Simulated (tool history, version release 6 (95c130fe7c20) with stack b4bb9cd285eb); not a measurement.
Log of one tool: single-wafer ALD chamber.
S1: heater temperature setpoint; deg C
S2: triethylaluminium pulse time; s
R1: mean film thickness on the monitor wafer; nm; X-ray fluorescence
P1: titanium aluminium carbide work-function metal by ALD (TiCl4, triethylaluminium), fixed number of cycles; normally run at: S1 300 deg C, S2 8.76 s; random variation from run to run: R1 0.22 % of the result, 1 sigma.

Run 1, hour 13: S1 300 deg C, S2 8.76 s. Result: R1 1.994 nm.
At hour 18.4: thermocouple changed; heater temperature recalibrated.
Run 2, hour 27.4: S1 316 deg C, S2 8.76 s. Result: R1 2.1338 nm.
Run 3, hour 42.9: S1 289 deg C, S2 13.98 s. Result: R1 1.9886 nm.
Run 4, hour 51.6: S1 275 deg C, S2 8.76 s. Result: R1 1.7853 nm.
Run 5, hour 61.4: S1 300 deg C, S2 8.76 s. Result: R1 1.9938 nm.
Run 6, hour 72.1: S1 278 deg C, S2 6.32 s. Result: R1 1.6833 nm.
Run 7, hour 84.4: S1 300 deg C, S2 11.68 s. Result: R1 2.0637 nm.
Run 8, hour 98.5: S1 300 deg C, S2 8.76 s. Result: R1 1.9915 nm.
Run 9, hour 107.1: S1 300 deg C, S2 4.46 s. Result: R1 1.6479 nm.
Run 10, hour 121.2: S1 300 deg C, S2 8.76 s. Result: R1 1.9955 nm.
Run 11, hour 132.6: S1 321 deg C, S2 14.05 s. Result: R1 2.2686 nm.
Run 12, hour 145.8: S1 300 deg C, S2 8.76 s. Result: R1 1.9849 nm.
Run 13, hour 161.2: S1 300 deg C, S2 8.76 s. Result: R1 1.9865 nm.
Run 14, hour 177.1: S1 300 deg C, S2 8.76 s. Result: R1 1.966 nm.
Run 15, hour 189.9: S1 300 deg C, S2 8.76 s. Result: R1 1.9661 nm.
Run 16, hour 199.1: S1 300 deg C, S2 8.76 s. Result: R1 1.9639 nm.
Run 17, hour 214.2: S1 300 deg C, S2 8.76 s. Result: R1 1.9672 nm.
Run 18, hour 227.3: S1 300 deg C, S2 8.76 s. Result: R1 1.9652 nm.
Run 19, hour 243.8: S1 300 deg C, S2 8.76 s. Result: R1 1.9571 nm.
Run 20, hour 253: S1 300 deg C, S2 8.76 s. Result: R1 1.9622 nm.
Run 21, hour 265.5: S1 300 deg C, S2 8.76 s. Result: R1 1.9569 nm.

The next listed run, before its measurement:
Run 22, hour 281.3: S1 300 deg C, S2 8.76 s. Result: R1 ?.

{"run 22": {"R1": 1.955}}

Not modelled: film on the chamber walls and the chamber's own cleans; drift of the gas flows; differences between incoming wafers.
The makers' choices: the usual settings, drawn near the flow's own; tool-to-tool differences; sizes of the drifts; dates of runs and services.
